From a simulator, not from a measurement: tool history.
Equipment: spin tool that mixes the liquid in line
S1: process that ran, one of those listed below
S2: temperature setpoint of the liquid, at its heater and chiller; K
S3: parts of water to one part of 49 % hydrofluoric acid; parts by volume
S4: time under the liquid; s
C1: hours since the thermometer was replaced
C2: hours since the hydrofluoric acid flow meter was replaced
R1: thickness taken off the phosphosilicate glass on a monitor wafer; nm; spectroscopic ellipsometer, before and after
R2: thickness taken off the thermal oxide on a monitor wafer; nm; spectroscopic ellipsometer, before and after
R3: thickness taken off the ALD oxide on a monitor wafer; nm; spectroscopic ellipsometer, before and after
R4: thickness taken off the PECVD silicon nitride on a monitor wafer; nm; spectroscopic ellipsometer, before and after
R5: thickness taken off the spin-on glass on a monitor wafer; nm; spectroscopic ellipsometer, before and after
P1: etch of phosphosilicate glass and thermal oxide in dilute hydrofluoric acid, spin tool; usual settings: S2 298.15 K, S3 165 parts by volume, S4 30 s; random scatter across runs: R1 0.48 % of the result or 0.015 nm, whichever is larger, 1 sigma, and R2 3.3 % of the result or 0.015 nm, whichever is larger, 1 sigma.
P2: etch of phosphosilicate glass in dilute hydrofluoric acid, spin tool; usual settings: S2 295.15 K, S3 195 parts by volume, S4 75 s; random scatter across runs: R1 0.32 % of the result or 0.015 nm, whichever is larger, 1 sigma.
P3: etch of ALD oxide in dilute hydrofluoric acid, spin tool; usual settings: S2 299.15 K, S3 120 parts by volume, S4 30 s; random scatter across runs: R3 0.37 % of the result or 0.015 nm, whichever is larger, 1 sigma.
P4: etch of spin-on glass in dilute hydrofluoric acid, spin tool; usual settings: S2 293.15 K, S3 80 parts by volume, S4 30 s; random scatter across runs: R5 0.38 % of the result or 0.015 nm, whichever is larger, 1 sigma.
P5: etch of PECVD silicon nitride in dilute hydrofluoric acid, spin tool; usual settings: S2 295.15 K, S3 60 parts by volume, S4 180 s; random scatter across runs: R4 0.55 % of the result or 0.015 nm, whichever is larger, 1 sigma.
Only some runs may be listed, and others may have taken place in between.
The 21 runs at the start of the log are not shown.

run    day  S1      S2   S3   S4    C1     C2      R1       R2      R3      R4      R5
 22    3.2  P5  295.15   60  180  34.5  346.7                           15.582
 23  3.338  P1  298.15  165   30  37.8    350  10.066  0.84554
 24  3.454  P1  298.15   65   30  40.6  352.8  28.875   2.4179
 25  3.629  P4  293.15  135   30  44.8    357                                   5.5872
 26  3.742  P3  299.15  120   30  47.5  359.7                   5.6236
 27  3.896  P4  290.15   80   30  51.2  363.4                                   8.8371
 28  4.054  P1  293.15  165   50    55  367.2  13.874   1.0758
 29  4.242  P1  298.15  165   15  59.5  371.7  5.0301  0.42034

Run 30 comes next. What will it give?
 30  4.388  P1  298.15  165  65  63  375.2   ?   ?

Logged for run 30: R1 21.777 nm, R2 1.8534 nm.

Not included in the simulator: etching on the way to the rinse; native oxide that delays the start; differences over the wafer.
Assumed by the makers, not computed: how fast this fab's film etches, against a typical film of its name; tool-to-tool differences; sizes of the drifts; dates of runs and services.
